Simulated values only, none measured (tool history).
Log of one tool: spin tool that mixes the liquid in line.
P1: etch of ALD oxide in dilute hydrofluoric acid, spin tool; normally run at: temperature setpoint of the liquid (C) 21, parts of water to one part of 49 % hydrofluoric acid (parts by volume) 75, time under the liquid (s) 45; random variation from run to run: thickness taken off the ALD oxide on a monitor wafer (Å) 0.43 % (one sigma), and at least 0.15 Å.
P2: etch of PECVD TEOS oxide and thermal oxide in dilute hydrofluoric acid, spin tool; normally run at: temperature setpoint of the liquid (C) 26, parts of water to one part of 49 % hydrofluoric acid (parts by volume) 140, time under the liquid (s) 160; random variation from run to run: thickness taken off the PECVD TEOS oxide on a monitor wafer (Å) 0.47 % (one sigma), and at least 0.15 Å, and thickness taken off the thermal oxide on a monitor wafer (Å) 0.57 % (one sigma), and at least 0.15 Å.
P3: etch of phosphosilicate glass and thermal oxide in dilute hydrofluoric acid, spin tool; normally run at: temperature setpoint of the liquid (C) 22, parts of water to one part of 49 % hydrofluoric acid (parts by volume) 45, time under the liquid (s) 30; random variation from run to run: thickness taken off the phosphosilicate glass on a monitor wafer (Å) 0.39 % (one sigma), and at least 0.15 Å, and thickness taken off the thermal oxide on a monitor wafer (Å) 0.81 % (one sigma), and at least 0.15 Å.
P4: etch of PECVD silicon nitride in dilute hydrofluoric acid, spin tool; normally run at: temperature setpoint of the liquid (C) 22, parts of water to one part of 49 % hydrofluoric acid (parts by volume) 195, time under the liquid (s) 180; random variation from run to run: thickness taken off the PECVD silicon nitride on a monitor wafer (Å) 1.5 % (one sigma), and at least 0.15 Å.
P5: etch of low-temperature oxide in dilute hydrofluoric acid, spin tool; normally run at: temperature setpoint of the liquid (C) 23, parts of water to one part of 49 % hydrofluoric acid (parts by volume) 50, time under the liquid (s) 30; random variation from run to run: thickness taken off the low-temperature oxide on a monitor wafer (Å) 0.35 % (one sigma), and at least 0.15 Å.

run	hour	process that ran	temperature setpoint of the liquid (C)	parts of water to one part of 49 % hydrofluoric acid (parts by volume)	time under the liquid (s)	thickness taken off the ALD oxide on a monitor wafer (Å)	thickness taken off the PECVD silicon nitride on a monitor wafer (Å)	thickness taken off the phosphosilicate glass on a monitor wafer (Å)	thickness taken off the thermal oxide on a monitor wafer (Å)	thickness taken off the low-temperature oxide on a monitor wafer (Å)	thickness taken off the PECVD TEOS oxide on a monitor wafer (Å)
1	3.8	P1	21	75	45	104.59					
2	7.2	P1	21	75	45	104.14					
3	11.7	P4	22	195	180		13.704				
4	15.3	P3	22	45	60			933.23	64.54		
5	18.6	P1	28.5	75	85	268.21					
6	23.1	P4	22	195	180		14.416				
7	26	P5	29.5	50	30					289.7	
8	30.4	P1	21	75	45	104.31					
9	33	P1	21	45	45	179.93					
10	35.8	P3	17	45	30			378.65	25.243		
# hour 39.6: thermometer replaced
11	40.1	P4	22	60	180		43.641				
12	44	P1	21	25	75	555.9					
13	48.6	P3	22	80	30			252.26	17.222		
14	51	P1	21	130	45	57.002					
15	54.5	P5	23	50	15					111.29	
16	57.6	P1	29	75	45	143.45					
# hour 59.1: hydrofluoric acid flow meter replaced
17	59.8	P2	26	140	160				56.431		153.36
18	62.1	P2	26	140	245				87.028		236.83
19	66	P1	21	75	45	104.16					
20	69.2	P4	17	195	180		10.007				
21	73.2	P1	17	75	45	88.035					
22	76.1	P5	23	50	30					222.09	
23	80.1	P3	22	45	30			472.42	31.769		
24	83.7	P5	23	75	30					143.77	
25	87.8	P2	31.5	140	160				69.579		190.08
26	90.9	P1	21	75	70	162.85					
27	94.8	P5	23	50	30					224.33	
28	98.5	P4	22	195	25		2.0826				
29	100.7	P3	22	45	30			467	32.382		
30	103.9	P1	21	75	45	103.86					
31	107	P2	26	25	160				368.14		1012.1
32	110.8	P1	21	75	20	46.397					
33	113.3	P1	21	75	45	104.7					
34	116.1	P1	21	75	45	106.16					
35	120.1	P1	21	75	45	110.04					
36	123.2	P1	21	75	45	109.78					
37	127.1	P1	21	75	45	110.44					
38	131.9	P1	21	75	45	112.79					
39	134.2	P1	21	75	45	112.18					
40	138.5	P1	21	75	45	112.4					
41	141.3	P1	21	75	45	112.4					
42	144	P1	21	75	45	111.81					
43	147.4	P1	21	75	45	112.99					
44	150.2	P1	21	75	45	114					

What P1 gives has crept away from where it was. These 2 causes fit the log equally well, each at the size given:
A: hydrofluoric acid flow above the setpoint (%) = 7.55
B: liquid hotter than its thermometer reads (K) = 1.93
The creep began at about hour 113.3.

4 check runs are offered, each on 5 wafers whose results are averaged, their results left as question marks. Which one tells the causes apart?
check 1	153	P2	29	40	160				?		?
check 2	153	P5	26	50	30					?	
check 3	153	P3	22	75	30			?	?		
check 4	153	P4	17.5	125	180		?				

What each check would give under each cause:
check	result	if A	if B
check 1	thickness taken off the thermal oxide on a monitor wafer (Å)	276.03	275.86
check 1	thickness taken off the PECVD TEOS oxide on a monitor wafer (Å)	749.28	748.81
check 2	thickness taken off the low-temperature oxide on a monitor wafer (Å)	271.87	271.84
check 3	thickness taken off the phosphosilicate glass on a monitor wafer (Å)	292.64	292.48
check 3	thickness taken off the thermal oxide on a monitor wafer (Å)	20.062	20.051
check 4	thickness taken off the PECVD silicon nitride on a monitor wafer (Å)	17.002	18.078
How far apart the two closest causes lie, in the result that separates them most: check 1 0.06 %; check 2 0.01 %; check 3 0.06 %; check 4 6.14 %
Check 4 tells the causes apart: in the others they would give nearly the same result.

Check 4 was then run and gave: thickness taken off the PECVD silicon nitride on a monitor wafer (Å) 18.139. Which cause is it?

It is B: liquid hotter than its thermometer reads (K).
